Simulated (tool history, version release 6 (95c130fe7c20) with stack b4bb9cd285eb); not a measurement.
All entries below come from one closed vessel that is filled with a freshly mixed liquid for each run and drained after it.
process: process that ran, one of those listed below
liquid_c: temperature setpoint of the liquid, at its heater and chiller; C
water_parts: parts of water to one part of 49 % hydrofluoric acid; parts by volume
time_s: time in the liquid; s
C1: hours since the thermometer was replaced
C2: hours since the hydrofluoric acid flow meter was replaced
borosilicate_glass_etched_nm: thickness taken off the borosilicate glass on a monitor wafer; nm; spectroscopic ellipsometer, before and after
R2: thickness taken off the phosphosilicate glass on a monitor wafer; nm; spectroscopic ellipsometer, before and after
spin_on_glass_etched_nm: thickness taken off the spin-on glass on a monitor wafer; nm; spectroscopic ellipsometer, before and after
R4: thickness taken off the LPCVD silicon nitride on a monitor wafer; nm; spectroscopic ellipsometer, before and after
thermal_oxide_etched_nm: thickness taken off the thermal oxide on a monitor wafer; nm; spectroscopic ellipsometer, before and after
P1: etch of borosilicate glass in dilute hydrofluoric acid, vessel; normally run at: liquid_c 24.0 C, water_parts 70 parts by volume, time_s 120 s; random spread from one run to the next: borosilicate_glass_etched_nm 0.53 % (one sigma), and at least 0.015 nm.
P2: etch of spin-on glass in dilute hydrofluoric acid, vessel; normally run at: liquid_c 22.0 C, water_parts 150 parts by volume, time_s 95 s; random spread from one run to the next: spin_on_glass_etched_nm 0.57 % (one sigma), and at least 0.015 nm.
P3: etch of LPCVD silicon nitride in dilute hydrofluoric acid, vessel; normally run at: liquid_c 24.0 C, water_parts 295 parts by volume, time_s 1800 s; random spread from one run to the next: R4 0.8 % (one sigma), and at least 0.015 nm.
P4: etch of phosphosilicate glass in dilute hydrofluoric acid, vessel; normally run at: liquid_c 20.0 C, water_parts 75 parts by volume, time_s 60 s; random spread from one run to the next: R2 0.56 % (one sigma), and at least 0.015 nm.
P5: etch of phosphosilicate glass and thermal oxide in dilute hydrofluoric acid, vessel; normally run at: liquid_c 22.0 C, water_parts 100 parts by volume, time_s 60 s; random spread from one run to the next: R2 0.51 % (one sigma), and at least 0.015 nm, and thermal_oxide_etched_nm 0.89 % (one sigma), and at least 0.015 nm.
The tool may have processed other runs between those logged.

{"run": 1, "hour": 8.9, "process": "P1", "liquid_c": 24.0, "water_parts": 70, "time_s": 120, "C1": 787.8, "C2": 531.6, "borosilicate_glass_etched_nm": 37.609}
{"run": 2, "hour": 28.0, "process": "P1", "liquid_c": 28.5, "water_parts": 70, "time_s": 120, "C1": 806.9, "C2": 550.7, "borosilicate_glass_etched_nm": 45.444}
{"run": 3, "hour": 37.0, "process": "P4", "liquid_c": 27.5, "water_parts": 75, "time_s": 60, "C1": 815.9, "C2": 559.7, "R2": 108.47}
{"run": 4, "hour": 45.3, "process": "P2", "liquid_c": 22.0, "water_parts": 150, "time_s": 150, "C1": 824.2, "C2": 568.0, "spin_on_glass_etched_nm": 39.129}
{"hour": 48.6, "done": "thermometer replaced"}
{"run": 5, "hour": 59.9, "process": "P1", "liquid_c": 24.0, "water_parts": 70, "time_s": 120, "C1": 11.3, "C2": 582.6, "borosilicate_glass_etched_nm": 37.693}
{"run": 6, "hour": 71.4, "process": "P3", "liquid_c": 24.0, "water_parts": 470, "time_s": 1800, "C1": 22.8, "C2": 594.1, "R4": 2.0816}
{"run": 7, "hour": 83.6, "process": "P1", "liquid_c": 24.0, "water_parts": 20, "time_s": 120, "C1": 35.0, "C2": 606.3, "borosilicate_glass_etched_nm": 142.85}
{"run": 8, "hour": 93.8, "process": "P2", "liquid_c": 22.0, "water_parts": 245, "time_s": 95, "C1": 45.2, "C2": 616.5, "spin_on_glass_etched_nm": 13.698}
{"run": 9, "hour": 107.4, "process": "P4", "liquid_c": 20.0, "water_parts": 125, "time_s": 60, "C1": 58.8, "C2": 630.1, "R2": 45.217}
{"run": 10, "hour": 119.1, "process": "P5", "liquid_c": 22.0, "water_parts": 150, "time_s": 60, "C1": 70.5, "C2": 641.8, "R2": 32.14, "thermal_oxide_etched_nm": 1.5859}
{"run": 11, "hour": 127.5, "process": "P1", "liquid_c": 24.0, "water_parts": 70, "time_s": 120, "C1": 78.9, "C2": 650.2, "borosilicate_glass_etched_nm": 37.763}
{"run": 12, "hour": 146.4, "process": "P2", "liquid_c": 22.0, "water_parts": 150, "time_s": 95, "C1": 97.8, "C2": 669.1, "spin_on_glass_etched_nm": 24.422}
{"hour": 154.9, "done": "hydrofluoric acid flow meter replaced"}
{"run": 13, "hour": 157.2, "process": "P1", "liquid_c": 31.0, "water_parts": 70, "time_s": 200, "C1": 108.6, "C2": 2.4, "borosilicate_glass_etched_nm": 82.647}
{"run": 14, "hour": 168.3, "process": "P4", "liquid_c": 20.0, "water_parts": 75, "time_s": 60, "C1": 119.7, "C2": 13.5, "R2": 79.877}
{"run": 15, "hour": 184.8, "process": "P5", "liquid_c": 22.0, "water_parts": 100, "time_s": 100, "C1": 136.2, "C2": 30.0, "R2": 83.874, "thermal_oxide_etched_nm": 4.201}
{"run": 16, "hour": 193.2, "process": "P1", "liquid_c": 24.0, "water_parts": 70, "time_s": 120, "C1": 144.6, "C2": 38.4, "borosilicate_glass_etched_nm": 37.858}
{"run": 17, "hour": 206.2, "process": "P3", "liquid_c": 24.0, "water_parts": 295, "time_s": 3235, "C1": 157.6, "C2": 51.4, "R4": 5.9934}
{"run": 18, "hour": 218.5, "process": "P5", "liquid_c": 22.0, "water_parts": 100, "time_s": 60, "C1": 169.9, "C2": 63.7, "R2": 50.505, "thermal_oxide_etched_nm": 2.5285}
{"run": 19, "hour": 232.4, "process": "P1", "liquid_c": 18.5, "water_parts": 70, "time_s": 120, "C1": 183.8, "C2": 77.6, "borosilicate_glass_etched_nm": 29.791}
{"run": 20, "hour": 249.1, "process": "P5", "liquid_c": 28.0, "water_parts": 100, "time_s": 60, "C1": 200.5, "C2": 94.3, "R2": 64.496, "thermal_oxide_etched_nm": 3.1364}
{"run": 21, "hour": 258.9, "process": "P1", "liquid_c": 30.0, "water_parts": 30, "time_s": 120, "C1": 210.3, "C2": 104.1, "borosilicate_glass_etched_nm": 118.43}
{"run": 22, "hour": 274.0, "process": "P1", "liquid_c": 24.0, "water_parts": 70, "time_s": 120, "C1": 225.4, "C2": 119.2, "borosilicate_glass_etched_nm": 37.766}
{"run": 23, "hour": 289.9, "process": "P2", "liquid_c": 26.5, "water_parts": 150, "time_s": 95, "C1": 241.3, "C2": 135.1, "spin_on_glass_etched_nm": 29.008}
{"run": 24, "hour": 300.1, "process": "P4", "liquid_c": 20.0, "water_parts": 75, "time_s": 60, "C1": 251.5, "C2": 145.3, "R2": 80.055}
{"run": 25, "hour": 311.2, "process": "P1", "liquid_c": 17.0, "water_parts": 70, "time_s": 195, "C1": 262.6, "C2": 156.4, "borosilicate_glass_etched_nm": 45.87}
{"run": 26, "hour": 327.6, "process": "P1", "liquid_c": 24.0, "water_parts": 70, "time_s": 215, "C1": 279.0, "C2": 172.8, "borosilicate_glass_etched_nm": 67.326}
{"run": 27, "hour": 339.5, "process": "P2", "liquid_c": 22.0, "water_parts": 150, "time_s": 95, "C1": 290.9, "C2": 184.7, "spin_on_glass_etched_nm": 24.686}
{"run": 28, "hour": 350.4, "process": "P4", "liquid_c": 20.0, "water_parts": 75, "time_s": 110, "C1": 301.8, "C2": 195.6, "R2": 146.92}
{"run": 29, "hour": 362.9, "process": "P1", "liquid_c": 24.0, "water_parts": 130, "time_s": 120, "C1": 314.3, "C2": 208.1, "borosilicate_glass_etched_nm": 18.834}
{"run": 30, "hour": 372.5, "process": "P3", "liquid_c": 24.0, "water_parts": 295, "time_s": 1800, "C1": 323.9, "C2": 217.7, "R4": 3.3153}
{"run": 31, "hour": 388.8, "process": "P3", "liquid_c": 19.0, "water_parts": 295, "time_s": 1800, "C1": 340.2, "C2": 234.0, "R4": 2.4272}
{"run": 32, "hour": 399.9, "process": "P1", "liquid_c": 24.0, "water_parts": 70, "time_s": 30, "C1": 351.3, "C2": 245.1, "borosilicate_glass_etched_nm": 9.4491}
{"run": 33, "hour": 411.5, "process": "P1", "liquid_c": 24.0, "water_parts": 70, "time_s": 120, "C1": 362.9, "C2": 256.7, "borosilicate_glass_etched_nm": 37.659}
{"run": 34, "hour": 425.9, "process": "P1", "liquid_c": 24.0, "water_parts": 70, "time_s": 120, "C1": 377.3, "C2": 271.1, "borosilicate_glass_etched_nm": 36.434}
{"run": 35, "hour": 441.9, "process": "P1", "liquid_c": 24.0, "water_parts": 70, "time_s": 120, "C1": 393.3, "C2": 287.1, "borosilicate_glass_etched_nm": 35.928}
{"run": 36, "hour": 452.1, "process": "P1", "liquid_c": 24.0, "water_parts": 70, "time_s": 120, "C1": 403.5, "C2": 297.3, "borosilicate_glass_etched_nm": 35.624}
{"run": 37, "hour": 460.4, "process": "P1", "liquid_c": 24.0, "water_parts": 70, "time_s": 120, "C1": 411.8, "C2": 305.6, "borosilicate_glass_etched_nm": 35.314}
{"run": 38, "hour": 474.9, "process": "P1", "liquid_c": 24.0, "water_parts": 70, "time_s": 120, "C1": 426.3, "C2": 320.1, "borosilicate_glass_etched_nm": 35.216}
{"run": 39, "hour": 494.0, "process": "P1", "liquid_c": 24.0, "water_parts": 70, "time_s": 120, "C1": 445.4, "C2": 339.2, "borosilicate_glass_etched_nm": 35.193}
{"run": 40, "hour": 506.7, "process": "P1", "liquid_c": 24.0, "water_parts": 70, "time_s": 120, "C1": 458.1, "C2": 351.9, "borosilicate_glass_etched_nm": 34.914}
{"run": 41, "hour": 516.2, "process": "P1", "liquid_c": 24.0, "water_parts": 70, "time_s": 120, "C1": 467.6, "C2": 361.4, "borosilicate_glass_etched_nm": 35.176}
{"run": 42, "hour": 533.7, "process": "P1", "liquid_c": 24.0, "water_parts": 70, "time_s": 120, "C1": 485.1, "C2": 378.9, "borosilicate_glass_etched_nm": 34.827}

The log shows P1 creeping away from where it was. Any of the 2 causes listed here, at the size stated for it, fits the log just as well as the others:
A: liquid colder than its thermometer reads (K) = 1.82
B: hydrofluoric acid flow below the setpoint (%) = 6.57
The drift started at roughly hour 411.5.

Of the 4 check runs below, each run on 3 wafers with the results averaged and each result still a question mark, which one would tell the listed causes apart?
{"run": "check 1", "hour": 551.2, "process": "P2", "liquid_c": 22.0, "water_parts": 150, "time_s": 95, "spin_on_glass_etched_nm": "?"}
{"run": "check 2", "hour": 551.2, "process": "P3", "liquid_c": 24.0, "water_parts": 295, "time_s": 1800, "R4": "?"}
{"run": "check 3", "hour": 551.2, "process": "P5", "liquid_c": 22.0, "water_parts": 100, "time_s": 60, "R2": "?", "thermal_oxide_etched_nm": "?"}
{"run": "check 4", "hour": 551.2, "process": "P4", "liquid_c": 20.0, "water_parts": 75, "time_s": 60, "R2": "?"}

Predicted outcomes, by check and by cause:
check=check_1 result=spin_on_glass_etched_nm if_A=22.889 if_B=22.713
check=check_2 result=R4 if_A=2.9866 if_B=3.1240
check=check_3 result=R2 if_A=46.908 if_B=46.810
check=check_3 result=thermal_oxide_etched_nm if_A=2.3190 if_B=2.3141
check=check_4 result=R2 if_A=74.191 if_B=74.382
Per-check spread between the two closest causes, in the result where they differ most: check 1 0.78 %; check 2 4.5 %; check 3 0.21 %; check 4 0.26 %
Only check 2 tells the causes apart: in the others they would give nearly the same result.

Here is what check 2 returned: R4 3.1153 nm. Which cause is it?

The cause is B: hydrofluoric acid flow below the setpoint (%).
